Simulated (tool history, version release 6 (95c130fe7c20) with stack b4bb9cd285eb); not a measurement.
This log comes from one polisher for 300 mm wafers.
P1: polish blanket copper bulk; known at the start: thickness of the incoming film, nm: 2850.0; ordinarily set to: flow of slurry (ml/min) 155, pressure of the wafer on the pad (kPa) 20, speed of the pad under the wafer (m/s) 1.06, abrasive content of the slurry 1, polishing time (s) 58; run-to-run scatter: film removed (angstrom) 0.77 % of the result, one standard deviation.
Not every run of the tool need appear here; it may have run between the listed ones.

run     day  flow of slurry (ml/min)  pressure of the wafer on the pad (kPa)  speed of the pad under the wafer (m/s)  abrasive content of the slurry  polishing time (s)  wafers polished on this pad  hours since the slurry nozzle was cleaned  hours since the head pressure was calibrated  hours since the slurry blender was calibrated  film removed (angstrom)
  1   0.358                      155                                      20                                    1.06                               1                  58                          686                                        160                                           465                                           87.5                   6583.9
  2   0.733                      155                                      20                                    1.06                             0.8                  40                          789                                        169                                           474                                           96.5                   4319.4
  3   1.267                      155                                      20                                    1.06                               1                  30                          936                                      181.8                                         486.8                                          109.3                   3400.2
  4   2.025                      155                                      20                                    1.06                               1                  58                         1144                                        200                                           505                                          127.5                   6414.1
  5     2.4                      155                                      20                                    1.06                               1                  58                         1247                                        209                                           514                                          136.5                   6658.7
  6   2.821                      155                                    30.3                                    1.06                            0.55                  58                         1363                                      219.1                                         524.1                                          146.6                   8753.8
  7   3.512                      155                                    13.8                                    1.06                               1                  58                         1553                                      235.7                                         540.7                                          163.2                   4523.6
        3.7  -- head pressure recalibrated
  8   4.233                      110                                      20                                    1.06                               1                  58                         1752                                        253                                          12.9                                          180.5                   6182.2
  9   4.875                      235                                      20                                    1.06                               1                  58                         1928                                      268.4                                          28.3                                          195.9                   6985.8
 10   5.421                      155                                      31                                    1.06                               1                  58                         2078                                      281.5                                          41.4                                            209                    10223
 11   6.167                      155                                      20                                    1.06                               1                  58                         2284                                      299.4                                          59.3                                          226.9                   6521.8
      6.254  -- worn pad replaced by a new one
 12   6.829                      155                                      20                                    1.38                               1                  58                          158                                      315.3                                          75.2                                          242.8                   8426.7
 13   7.383                      155                                      20                                    1.06                               1                  58                          311                                      328.6                                          88.5                                          256.1                     6580
 14   7.983                      155                                      20                                     0.6                               1                  58                          476                                        343                                         102.9                                          270.5                     3687
 15   8.396                      155                                      20                                    1.06                               1                  89                          589                                      352.9                                         112.8                                          280.4                    10034
 16   8.804                      155                                      20                                    1.06                            1.25                  58                          702                                      362.7                                         122.6                                          290.2                   6928.7
 17   9.488                      155                                      20                                    1.06                               1                  58                          890                                      379.1                                           139                                          306.6                   6551.2
 18  10.017                      155                                      20                                    1.06                            0.55                  58                         1035                                      391.8                                         151.7                                          319.3                   5719.1
 19  10.554                      155                                      20                                    1.06                               1                  58                         1183                                      404.7                                         164.6                                          332.2                   6636.9
 20  11.029                      155                                      20                                    1.06                               1                  58                         1314                                      416.1                                           176                                          343.6                     6403
 21  11.429                      155                                      20                                    1.06                               1                  58                         1424                                      425.7                                         185.6                                          353.2                     6282
 22  12.146                      155                                      20                                    1.06                               1                  58                         1621                                      442.9                                         202.8                                          370.4                   6200.3
 23  12.558                      155                                      20                                    1.06                               1                  58                         1734                                      452.8                                         212.7                                          380.3                     6188
 24  13.283                      155                                      20                                    1.06                               1                  58                         1934                                      470.2                                         230.1                                          397.7                   6076.2
     13.446  -- head pressure recalibrated
 25    13.8                      155                                      20                                    1.06                               1                  58                         2076                                      482.6                                           8.6                                          410.1                   6034.6
     13.946  -- worn pad replaced by a new one
 26  14.221                      155                                      20                                    1.06                               1                  58                           76                                      492.7                                          18.7                                          420.2                   6122.5
 27  14.862                      155                                      20                                    1.06                               1                  58                          252                                      508.1                                          34.1                                          435.6                     6093
 28  15.321                      155                                      20                                    1.06                               1                  58                          378                                      519.1                                          45.1                                          446.6                   6078.9

The log shows P1 creeping away from where it was. Any of the 2 causes listed here, at the size stated for it, fits the log just as well as the others:
A: abrasive missing from the slurry, % = 31.4
B: slurry flow missing at the pad, % = 32.6
The drift started at roughly day 10.554.
Why every other cause is out:
removal rate lost through wear of the pad, %: serviced at day 13.946, after the drift had started, without restoring the earlier output
head's pressure below its setpoint, %: serviced at day 13.446, after the drift had started, without restoring the earlier output

The list below offers 4 check runs, each averaging the results of 3 wafers, and shows each result as a question mark. For which of them would the listed causes give clearly different results?
check 1  15.779                      155                                      20                                    0.64                               1                  58                                                                                                                                                                                             ?
check 2  15.779                      155                                      20                                    1.06                            1.15                  38                                                                                                                                                                                             ?
check 3  15.779                      155                                      20                                    1.32                               1                  79                                                                                                                                                                                             ?
check 4  15.779                      110                                      20                                    1.06                             0.7                  58                                                                                                                                                                                             ?

Expected result of each check under each candidate cause:
  check                   result    if A    if B
check 1  film removed (angstrom)  3661.4  3660.6
check 2  film removed (angstrom)  4089.3    4094
check 3  film removed (angstrom)   10286   10284
check 4  film removed (angstrom)  5280.5  5114.5
Gap, in per cent, between the two causes that each check separates least, read from the result that separates them most: check 1 0.02 %; check 2 0.11 %; check 3 0.02 %; check 4 3.19 %
Only check 4 tells the causes apart: in the others they would give nearly the same result.

Running check 4 produced the following: film removed (angstrom) 5277.9. Which one of the listed causes fits?

It was cause A: abrasive missing from the slurry, %.
